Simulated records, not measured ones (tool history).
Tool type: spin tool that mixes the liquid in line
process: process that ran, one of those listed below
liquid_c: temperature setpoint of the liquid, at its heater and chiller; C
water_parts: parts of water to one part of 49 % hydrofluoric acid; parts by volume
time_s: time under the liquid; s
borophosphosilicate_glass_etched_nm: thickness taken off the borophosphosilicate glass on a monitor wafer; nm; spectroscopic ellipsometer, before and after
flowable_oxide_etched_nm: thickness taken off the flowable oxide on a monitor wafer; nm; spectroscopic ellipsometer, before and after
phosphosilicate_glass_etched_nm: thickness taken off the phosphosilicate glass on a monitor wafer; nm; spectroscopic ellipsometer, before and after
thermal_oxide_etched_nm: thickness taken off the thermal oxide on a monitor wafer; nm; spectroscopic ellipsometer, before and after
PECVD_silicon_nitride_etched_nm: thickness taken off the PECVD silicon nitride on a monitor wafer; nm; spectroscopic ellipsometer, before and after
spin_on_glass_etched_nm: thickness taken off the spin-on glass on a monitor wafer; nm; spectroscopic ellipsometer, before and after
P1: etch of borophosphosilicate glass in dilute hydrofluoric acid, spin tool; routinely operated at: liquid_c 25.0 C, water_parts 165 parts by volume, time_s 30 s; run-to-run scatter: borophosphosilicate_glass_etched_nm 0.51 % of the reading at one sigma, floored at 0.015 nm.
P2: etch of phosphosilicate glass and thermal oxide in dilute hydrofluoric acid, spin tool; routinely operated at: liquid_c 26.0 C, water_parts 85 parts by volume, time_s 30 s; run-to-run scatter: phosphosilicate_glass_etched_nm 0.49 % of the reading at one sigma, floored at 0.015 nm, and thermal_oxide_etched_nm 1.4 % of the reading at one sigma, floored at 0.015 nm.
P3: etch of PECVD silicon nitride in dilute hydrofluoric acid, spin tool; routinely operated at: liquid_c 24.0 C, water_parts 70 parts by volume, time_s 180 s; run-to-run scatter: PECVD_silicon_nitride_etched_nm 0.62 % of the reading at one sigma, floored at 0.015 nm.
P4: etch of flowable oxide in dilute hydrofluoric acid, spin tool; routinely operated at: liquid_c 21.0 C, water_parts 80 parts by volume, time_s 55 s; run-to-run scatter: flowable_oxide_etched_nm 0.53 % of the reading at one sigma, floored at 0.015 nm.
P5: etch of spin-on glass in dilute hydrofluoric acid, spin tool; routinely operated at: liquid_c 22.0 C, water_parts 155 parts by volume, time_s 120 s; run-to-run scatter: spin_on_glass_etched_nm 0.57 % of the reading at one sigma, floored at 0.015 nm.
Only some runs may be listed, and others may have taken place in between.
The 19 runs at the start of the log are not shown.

| run | day | process | liquid_c | water_parts | time_s | borophosphosilicate_glass_etched_nm | flowable_oxide_etched_nm | phosphosilicate_glass_etched_nm | thermal_oxide_etched_nm | PECVD_silicon_nitride_etched_nm | spin_on_glass_etched_nm |
|---|---|---|---|---|---|---|---|---|---|---|---|
| 20 | 8.633 | P1 | 25.0 | 165 | 30 | 5.4529 |  |  |  |  |  |
| 21 | 9.300 | P4 | 21.0 | 80 | 15 |  | 4.8468 |  |  |  |  |
| 22 | 9.712 | P1 | 25.0 | 165 | 30 | 5.4184 |  |  |  |  |  |
| 23 | 10.275 | P1 | 25.0 | 240 | 15 | 1.7232 |  |  |  |  |  |
| 24 | 10.958 | P3 | 24.0 | 70 | 335 |  |  |  |  | 7.9544 |  |
| 25 | 11.288 | P2 | 26.0 | 120 | 30 |  |  | 34.947 | 1.2428 |  |  |
| 26 | 11.708 | P5 | 22.0 | 155 | 120 |  |  |  |  |  | 27.463 |
| 27 | 12.196 | P1 | 25.0 | 165 | 30 | 5.4167 |  |  |  |  |  |
| 28 | 12.571 | P4 | 21.0 | 20 | 55 |  | 77.4890 |  |  |  |  |
| 29 | 13.112 | P1 | 25.0 | 165 | 30 | 5.4077 |  |  |  |  |  |
| 30 | 13.758 | P1 | 19.0 | 165 | 30 | 4.3274 |  |  |  |  |  |
| 31 | 14.392 | P1 | 25.0 | 260 | 30 | 3.0926 |  |  |  |  |  |

Forecast run 32:
| 32 | 14.750 | P2 | 26.0 | 85 | 50 |  |  | ? | ? |  |  |

{"run 32": {"phosphosilicate_glass_etched_nm": 85.754, "thermal_oxide_etched_nm": 3.1414}}
